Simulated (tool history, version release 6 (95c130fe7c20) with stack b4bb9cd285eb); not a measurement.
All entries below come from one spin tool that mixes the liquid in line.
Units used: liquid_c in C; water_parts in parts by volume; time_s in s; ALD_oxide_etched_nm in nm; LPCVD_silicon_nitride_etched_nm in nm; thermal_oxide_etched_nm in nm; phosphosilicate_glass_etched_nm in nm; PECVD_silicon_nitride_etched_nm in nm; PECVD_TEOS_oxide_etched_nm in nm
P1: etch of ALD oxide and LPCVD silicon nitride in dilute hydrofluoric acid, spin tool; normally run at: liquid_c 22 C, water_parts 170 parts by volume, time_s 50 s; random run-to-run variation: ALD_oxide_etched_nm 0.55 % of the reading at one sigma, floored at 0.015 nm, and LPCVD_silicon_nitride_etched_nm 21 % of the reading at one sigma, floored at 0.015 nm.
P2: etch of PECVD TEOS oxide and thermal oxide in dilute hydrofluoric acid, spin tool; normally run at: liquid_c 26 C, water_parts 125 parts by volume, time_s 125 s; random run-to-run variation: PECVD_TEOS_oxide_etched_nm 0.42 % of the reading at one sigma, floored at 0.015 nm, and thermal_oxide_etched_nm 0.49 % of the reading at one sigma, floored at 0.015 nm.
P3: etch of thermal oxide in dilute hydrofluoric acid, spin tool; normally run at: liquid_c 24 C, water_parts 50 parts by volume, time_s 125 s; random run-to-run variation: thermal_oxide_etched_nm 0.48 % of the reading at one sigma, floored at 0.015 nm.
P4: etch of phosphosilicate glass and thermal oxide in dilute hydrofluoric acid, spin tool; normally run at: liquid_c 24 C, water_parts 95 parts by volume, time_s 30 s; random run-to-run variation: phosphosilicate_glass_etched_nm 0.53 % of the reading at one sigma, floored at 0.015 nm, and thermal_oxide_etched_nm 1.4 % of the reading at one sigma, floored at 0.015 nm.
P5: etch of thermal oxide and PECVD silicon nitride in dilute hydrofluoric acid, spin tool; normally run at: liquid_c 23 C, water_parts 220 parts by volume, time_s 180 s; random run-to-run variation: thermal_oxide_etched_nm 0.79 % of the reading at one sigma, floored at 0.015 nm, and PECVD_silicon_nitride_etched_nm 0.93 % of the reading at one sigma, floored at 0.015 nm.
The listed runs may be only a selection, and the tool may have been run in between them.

run,hour,process,liquid_c,water_parts,time_s,hours since the thermometer was replaced,hours since the hydrofluoric acid flow meter was replaced,ALD_oxide_etched_nm,LPCVD_silicon_nitride_etched_nm,thermal_oxide_etched_nm,phosphosilicate_glass_etched_nm,PECVD_silicon_nitride_etched_nm,PECVD_TEOS_oxide_etched_nm
1,14.5,P1,22,170,50,278.5,556.9,5.8218,0.159,,,,
2,30.9,P1,22,90,50,294.9,573.3,12.148,0.25176,,,,
3,38.5,P3,24,50,15,302.5,580.9,,,1.5228,,,
4,52,P1,22,170,50,316,594.4,5.9286,0.13838,,,,
5,59.8,P1,22,240,50,323.8,602.2,3.8445,0.13331,,,,
6,67.4,P4,24,55,30,331.4,609.8,,,2.7731,93.135,,
7,82.5,P1,22,170,50,346.5,624.9,5.8866,0.10156,,,,
# hour 85.3: thermometer replaced
8,91.3,P5,17,220,180,6.1,633.7,,,2.5658,,2.0323,
9,106.3,P1,22,170,30,21.1,648.7,3.5371,0.066554,,,,
10,118.5,P3,24,50,125,33.3,660.9,,,12.579,,,
11,133.7,P1,22,35,90,48.5,676.1,60.831,0.72544,,,,
12,144.4,P3,24,25,125,59.2,686.8,,,26.007,,,
13,156.1,P1,22,50,90,70.9,698.5,41.198,1.0271,,,,
14,173.6,P1,28,170,50,88.4,716,7.4064,0.12061,,,,
15,189.5,P5,23,220,40,104.3,731.9,,,0.71557,,0.68897,
16,203.9,P1,22,170,90,118.7,746.3,10.573,0.2571,,,,
17,214.9,P4,31,95,30,129.7,757.3,,,2.0028,66.859,,
18,222.8,P1,22,170,50,137.6,765.2,5.8637,0.1457,,,,
19,231.2,P2,26,125,195,146,773.6,,,7.441,,,24.611
20,247.5,P2,26,125,125,162.3,789.9,,,4.7079,,,15.696
21,262.2,P5,23,85,180,177,804.6,,,9.8115,,7.7481,
22,270.3,P4,24,95,30,185.1,812.7,,,1.4942,51.411,,
23,283.3,P2,32,125,125,198.1,825.7,,,5.8759,,,19.816
24,293.8,P1,22,280,15,208.6,836.2,0.97196,0.01615,,,,
25,305.5,P2,26,125,125,220.3,847.9,,,4.7518,,,15.652
26,321.7,P4,24,95,15,236.5,864.1,,,0.76259,25.617,,
27,336.8,P1,17,170,50,251.6,879.2,4.8469,0.063751,,,,
28,347,P2,26,30,125,261.8,889.4,,,22.323,,,74.697
29,357.4,P3,32,50,125,272.2,899.8,,,17.355,,,
30,365.5,P5,23,220,180,280.3,907.9,,,3.2281,,3.0758,
31,378.2,P1,22,170,50,293,920.6,5.9026,0.12868,,,,
32,387.9,P1,22,170,50,302.7,930.3,6.0454,0.11818,,,,
33,401.1,P1,22,170,50,315.9,943.5,6.1655,0.11645,,,,
34,409.8,P1,22,170,50,324.6,952.2,6.2348,0.11002,,,,
35,418.2,P1,22,170,50,333,960.6,6.2998,0.10861,,,,
36,427.4,P1,22,170,50,342.2,969.8,6.2392,0.15958,,,,
37,443.3,P1,22,170,50,358.1,985.7,6.3056,0.14909,,,,
38,454.2,P1,22,170,50,369,996.6,6.3063,0.1584,,,,
39,468.9,P1,22,170,50,383.7,1011.3,6.3414,0.16951,,,,
40,484,P1,22,170,50,398.8,1026.4,6.3718,0.13592,,,,

What P1 gives has crept away from where it was. These 2 causes fit the log equally well, each at the size given:
A: hydrofluoric acid flow above the setpoint (%) = 6.61
B: liquid hotter than its thermometer reads (K) = 1.98
The process output started creeping at around hour 378.2.

Below are 4 check runs, each on a single wafer, with their results shown as question marks. Which of them would tell the listed causes apart, meaning the causes would give clearly different results under it?
check 1,499.1,P2,26,80,180,,,,,?,,,?
check 2,499.1,P5,18.5,85,180,,,,,?,,?,
check 3,499.1,P3,28.5,50,30,,,,,?,,,
check 4,499.1,P4,24,55,30,,,,,?,?,,

What each check would give under each cause:
check,result,if A,if B
check 1,thermal_oxide_etched_nm,12.083,12.167
check 1,PECVD_TEOS_oxide_etched_nm,40.348,40.63
check 2,thermal_oxide_etched_nm,8.6933,8.8039
check 2,PECVD_silicon_nitride_etched_nm,6.0858,6.5525
check 3,thermal_oxide_etched_nm,3.8871,3.9238
check 4,thermal_oxide_etched_nm,2.9549,2.9906
check 4,phosphosilicate_glass_etched_nm,99.592,100.8
Minimum pairwise separation of causes per check, each pair taken at its best-separating result: check 1 0.7 %; check 2 7.39 %; check 3 0.94 %; check 4 1.2 %
Check 2 distinguishes between the causes, while the remaining checks would return nearly the same result for all of them.

Check 2 was then run and gave: thermal_oxide_etched_nm 8.6599 nm; PECVD_silicon_nitride_etched_nm 6.0943 nm. Which cause is it?

Of the candidate causes, it is A: hydrofluoric acid flow above the setpoint (%).
